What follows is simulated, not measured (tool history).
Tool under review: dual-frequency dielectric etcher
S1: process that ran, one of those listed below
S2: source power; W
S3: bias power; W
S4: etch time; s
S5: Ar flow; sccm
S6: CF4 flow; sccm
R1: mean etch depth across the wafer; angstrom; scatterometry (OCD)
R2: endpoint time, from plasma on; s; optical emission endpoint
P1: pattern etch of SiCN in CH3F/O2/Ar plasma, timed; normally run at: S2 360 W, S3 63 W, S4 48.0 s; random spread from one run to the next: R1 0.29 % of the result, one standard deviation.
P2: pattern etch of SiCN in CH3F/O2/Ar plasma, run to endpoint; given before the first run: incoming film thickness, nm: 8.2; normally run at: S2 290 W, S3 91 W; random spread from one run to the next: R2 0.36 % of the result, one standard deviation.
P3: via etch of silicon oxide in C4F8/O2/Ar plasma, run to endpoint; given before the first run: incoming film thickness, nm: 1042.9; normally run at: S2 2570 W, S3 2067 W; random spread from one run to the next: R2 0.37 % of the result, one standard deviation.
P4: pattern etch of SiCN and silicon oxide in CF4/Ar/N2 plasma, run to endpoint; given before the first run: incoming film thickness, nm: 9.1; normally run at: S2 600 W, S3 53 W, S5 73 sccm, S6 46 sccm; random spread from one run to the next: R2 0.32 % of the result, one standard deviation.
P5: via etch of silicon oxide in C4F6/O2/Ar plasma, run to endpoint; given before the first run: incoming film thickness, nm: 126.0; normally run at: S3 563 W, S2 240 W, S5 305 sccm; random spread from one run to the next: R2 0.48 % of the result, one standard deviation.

run 1 hour=2.8 | S1=P1 S2=360 S3=63 S4=48.0 | R1=163.400
run 2 hour=6.7 | S1=P1 S2=360 S3=37 S4=48.0 | R1=137.590
run 3 hour=9.8 | S1=P4 S2=400 S3=53 S5=73 S6=46 | R2=13.3530
run 4 hour=13.5 | S1=P1 S2=360 S3=63 S4=48.0 | R1=163.300
run 5 hour=17.4 | S1=P5 S2=240 S3=389 S5=305 | R2=36.5570
run 6 hour=20.0 | S1=P4 S2=600 S3=53 S5=73 S6=46 | R2=9.3395
run 7 hour=21.8 | S1=P5 S2=190 S3=563 S5=305 | R2=35.3450
run 8 hour=24.5 | S1=P4 S2=600 S3=53 S5=44 S6=46 | R2=8.5917
run 9 hour=28.5 | S1=P1 S2=430 S3=45 S4=48.0 | R1=155.090
run 10 hour=30.5 | S1=P3 S2=2570 S3=2067 | R2=187.1400
run 11 hour=32.8 | S1=P5 S2=240 S3=563 S5=305 | R2=31.7990
run 12 hour=35.1 | S1=P1 S2=360 S3=63 S4=48.0 | R1=162.650
run 13 hour=37.8 | S1=P3 S2=2570 S3=2691 | R2=172.6800
run 14 hour=39.9 | S1=P2 S2=230 S3=91 | R2=24.5400
run 15 hour=43.7 | S1=P4 S2=600 S3=37 S5=73 S6=46 | R2=10.3510
-- hour=45.3 source power generator calibrated
run 16 hour=47.4 | S1=P4 S2=600 S3=53 S5=73 S6=46 | R2=9.3118
run 17 hour=49.4 | S1=P1 S2=360 S3=63 S4=48.0 | R1=162.760
run 18 hour=52.9 | S1=P1 S2=250 S3=63 S4=48.0 | R1=141.870
run 19 hour=54.9 | S1=P3 S2=1910 S3=2067 | R2=211.2300
run 20 hour=56.9 | S1=P5 S2=240 S3=563 S5=182 | R2=30.3700
run 21 hour=60.7 | S1=P2 S2=290 S3=121 | R2=20.1480
run 22 hour=64.6 | S1=P3 S2=2570 S3=2067 | R2=187.4100
run 23 hour=68.3 | S1=P1 S2=360 S3=63 S4=29.5 | R1=99.702
run 24 hour=70.5 | S1=P4 S2=600 S3=53 S5=73 S6=27 | R2=10.3200
run 25 hour=73.2 | S1=P1 S2=360 S3=63 S4=66.0 | R1=223.780
run 26 hour=76.9 | S1=P1 S2=360 S3=87 S4=48.0 | R1=183.270
run 27 hour=80.8 | S1=P1 S2=440 S3=63 S4=48.0 | R1=175.320
run 28 hour=83.9 | S1=P2 S2=290 S3=91 | R2=22.3560
run 29 hour=87.8 | S1=P1 S2=360 S3=63 S4=48.0 | R1=162.360
run 30 hour=90.9 | S1=P1 S2=360 S3=63 S4=48.0 | R1=164.150
run 31 hour=93.9 | S1=P1 S2=360 S3=63 S4=48.0 | R1=164.160
run 32 hour=97.7 | S1=P1 S2=360 S3=63 S4=48.0 | R1=164.880
run 33 hour=100.7 | S1=P1 S2=360 S3=63 S4=48.0 | R1=164.980
-- hour=102.2 wet clean of the chamber
run 34 hour=103.8 | S1=P1 S2=360 S3=63 S4=48.0 | R1=165.210
run 35 hour=106.2 | S1=P1 S2=360 S3=63 S4=48.0 | R1=164.660
run 36 hour=109.4 | S1=P1 S2=360 S3=63 S4=48.0 | R1=165.440

Something has made what P1 gives creep away from where it was; the 2 causes below, each at its own stated size, fit the log equally well:
A: bias power that arrives over what is set, % = 4.23
B: source power that arrives over what is set, % = 3.88
At approximately hour 87.8, the process output began to creep.
All other causes, with the reason each is excluded:
chamber walls in a state that raises the etch rate, %: its service at hour 102.2 followed the start of the drift and did not put the process back to its old value

Which of the 4 check runs listed below, each an average over 2 wafers with its results shown as question marks, gives clearly different results under the different listed causes?
run check 1 hour=112.6 | S1=P4 S2=600 S3=53 S5=73 S6=46 | R2=?
run check 2 hour=112.6 | S1=P2 S2=290 S3=91 | R2=?
run check 3 hour=112.6 | S1=P3 S2=2570 S3=2067 | R2=?
run check 4 hour=112.6 | S1=P5 S2=240 S3=563 S5=305 | R2=?

How each check would come out, cause by cause:
check=check_1 result=R2 if_A=9.2092 if_B=9.0183
check=check_2 result=R2 if_A=22.0530 if_B=22.0910
check=check_3 result=R2 if_A=184.5200 if_B=183.8700
check=check_4 result=R2 if_A=31.5070 if_B=31.5790
Per check, the gap between the least separated pair of causes, taken in the result that splits them most: check 1 2.09 %; check 2 0.17 %; check 3 0.35 %; check 4 0.23 %
The other checks would show nearly matching results whichever cause is true, so check 1 is the only one that separates the causes.

After running check 1, the following was obtained: R2 9.0026 s. Which cause does this point to?

It is B: source power that arrives over what is set, %.
